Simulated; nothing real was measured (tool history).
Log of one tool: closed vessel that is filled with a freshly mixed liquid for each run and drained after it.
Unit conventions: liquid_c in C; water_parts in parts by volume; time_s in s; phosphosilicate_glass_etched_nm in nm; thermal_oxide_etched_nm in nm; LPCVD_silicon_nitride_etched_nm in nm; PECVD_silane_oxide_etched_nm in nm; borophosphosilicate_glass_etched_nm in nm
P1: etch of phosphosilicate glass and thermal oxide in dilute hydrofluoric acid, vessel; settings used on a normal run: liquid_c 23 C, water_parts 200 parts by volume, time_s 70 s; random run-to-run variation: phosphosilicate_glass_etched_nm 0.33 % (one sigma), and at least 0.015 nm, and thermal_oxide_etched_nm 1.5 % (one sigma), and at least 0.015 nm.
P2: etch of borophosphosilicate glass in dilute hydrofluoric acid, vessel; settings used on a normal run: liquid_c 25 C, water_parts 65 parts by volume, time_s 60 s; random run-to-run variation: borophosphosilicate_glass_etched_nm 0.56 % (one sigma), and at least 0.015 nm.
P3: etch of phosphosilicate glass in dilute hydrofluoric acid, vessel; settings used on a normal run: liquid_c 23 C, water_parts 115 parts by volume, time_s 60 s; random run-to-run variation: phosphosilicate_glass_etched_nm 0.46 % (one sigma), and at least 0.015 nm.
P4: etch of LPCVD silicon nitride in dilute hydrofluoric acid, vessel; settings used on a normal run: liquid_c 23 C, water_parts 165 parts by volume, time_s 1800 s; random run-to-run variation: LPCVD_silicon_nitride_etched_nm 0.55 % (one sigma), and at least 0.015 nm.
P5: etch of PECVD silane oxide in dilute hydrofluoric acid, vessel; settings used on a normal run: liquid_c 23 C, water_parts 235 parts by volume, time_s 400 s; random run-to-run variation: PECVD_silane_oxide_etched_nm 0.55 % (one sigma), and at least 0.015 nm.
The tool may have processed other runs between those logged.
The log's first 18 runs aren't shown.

| run | hour | process | liquid_c | water_parts | time_s | hours since the thermometer was replaced | hours since the hydrofluoric acid flow meter was replaced | phosphosilicate_glass_etched_nm | thermal_oxide_etched_nm | LPCVD_silicon_nitride_etched_nm | PECVD_silane_oxide_etched_nm | borophosphosilicate_glass_etched_nm |
|---|---|---|---|---|---|---|---|---|---|---|---|---|
| 19 | 140.9 | P3 | 23 | 115 | 60 | 1843 | 547.7 | 52.608 |  |  |  |  |
| 20 | 151 | P1 | 23 | 200 | 70 | 1853.1 | 557.8 | 36.159 | 1.4491 |  |  |  |
| 21 | 158.4 | P2 | 33.5 | 65 | 60 | 1860.5 | 565.2 |  |  |  |  | 63.417 |
| 22 | 167.4 | P4 | 23 | 165 | 3295 | 1869.5 | 574.2 |  |  | 9.3087 |  |  |
| 23 | 172.8 | P4 | 23 | 165 | 1800 | 1874.9 | 579.6 |  |  | 5.098 |  |  |
| 24 | 180.1 | P3 | 30 | 115 | 60 | 1882.2 | 586.9 | 69.402 |  |  |  |  |
| 25 | 189.3 | P2 | 25 | 65 | 60 | 1891.4 | 596.1 |  |  |  |  | 45.386 |
| 26 | 197.8 | P1 | 17 | 200 | 70 | 1899.9 | 604.6 | 28.668 | 1.1822 |  |  |  |
| 27 | 202.6 | P2 | 25 | 65 | 30 | 1904.7 | 609.4 |  |  |  |  | 22.618 |
| 28 | 209.6 | P1 | 26 | 80 | 70 | 1911.7 | 616.4 | 117.1 | 4.8284 |  |  |  |
| 29 | 215.4 | P1 | 23 | 200 | 70 | 1917.5 | 622.2 | 36.055 | 1.4302 |  |  |  |
| 30 | 220.6 | P5 | 26.5 | 235 | 400 | 1922.7 | 627.4 |  |  |  | 24.306 |  |
| 31 | 228.4 | P1 | 23 | 200 | 70 | 1930.5 | 635.2 | 36.105 | 1.5253 |  |  |  |
| 32 | 237 | P1 | 23 | 200 | 70 | 1939.1 | 643.8 | 37.407 | 1.5052 |  |  |  |
| 33 | 244.7 | P1 | 23 | 200 | 70 | 1946.8 | 651.5 | 37.919 | 1.4917 |  |  |  |
| 34 | 254.7 | P1 | 23 | 200 | 70 | 1956.8 | 661.5 | 38.281 | 1.5411 |  |  |  |
| 35 | 263.3 | P1 | 23 | 200 | 70 | 1965.4 | 670.1 | 38.603 | 1.5604 |  |  |  |
| 36 | 270.9 | P1 | 23 | 200 | 70 | 1973 | 677.7 | 38.754 | 1.5379 |  |  |  |
| 37 | 276.1 | P1 | 23 | 200 | 70 | 1978.2 | 682.9 | 38.795 | 1.5364 |  |  |  |
| 38 | 283.9 | P1 | 23 | 200 | 70 | 1986 | 690.7 | 38.73 | 1.5585 |  |  |  |

Predict the results of run 39:
| 39 | 294.3 | P1 | 23 | 200 | 70 | 1996.4 | 701.1 | ? | ? |  |  |  |

Run 39 produced phosphosilicate_glass_etched_nm 38.84 nm, thermal_oxide_etched_nm 1.5855 nm.

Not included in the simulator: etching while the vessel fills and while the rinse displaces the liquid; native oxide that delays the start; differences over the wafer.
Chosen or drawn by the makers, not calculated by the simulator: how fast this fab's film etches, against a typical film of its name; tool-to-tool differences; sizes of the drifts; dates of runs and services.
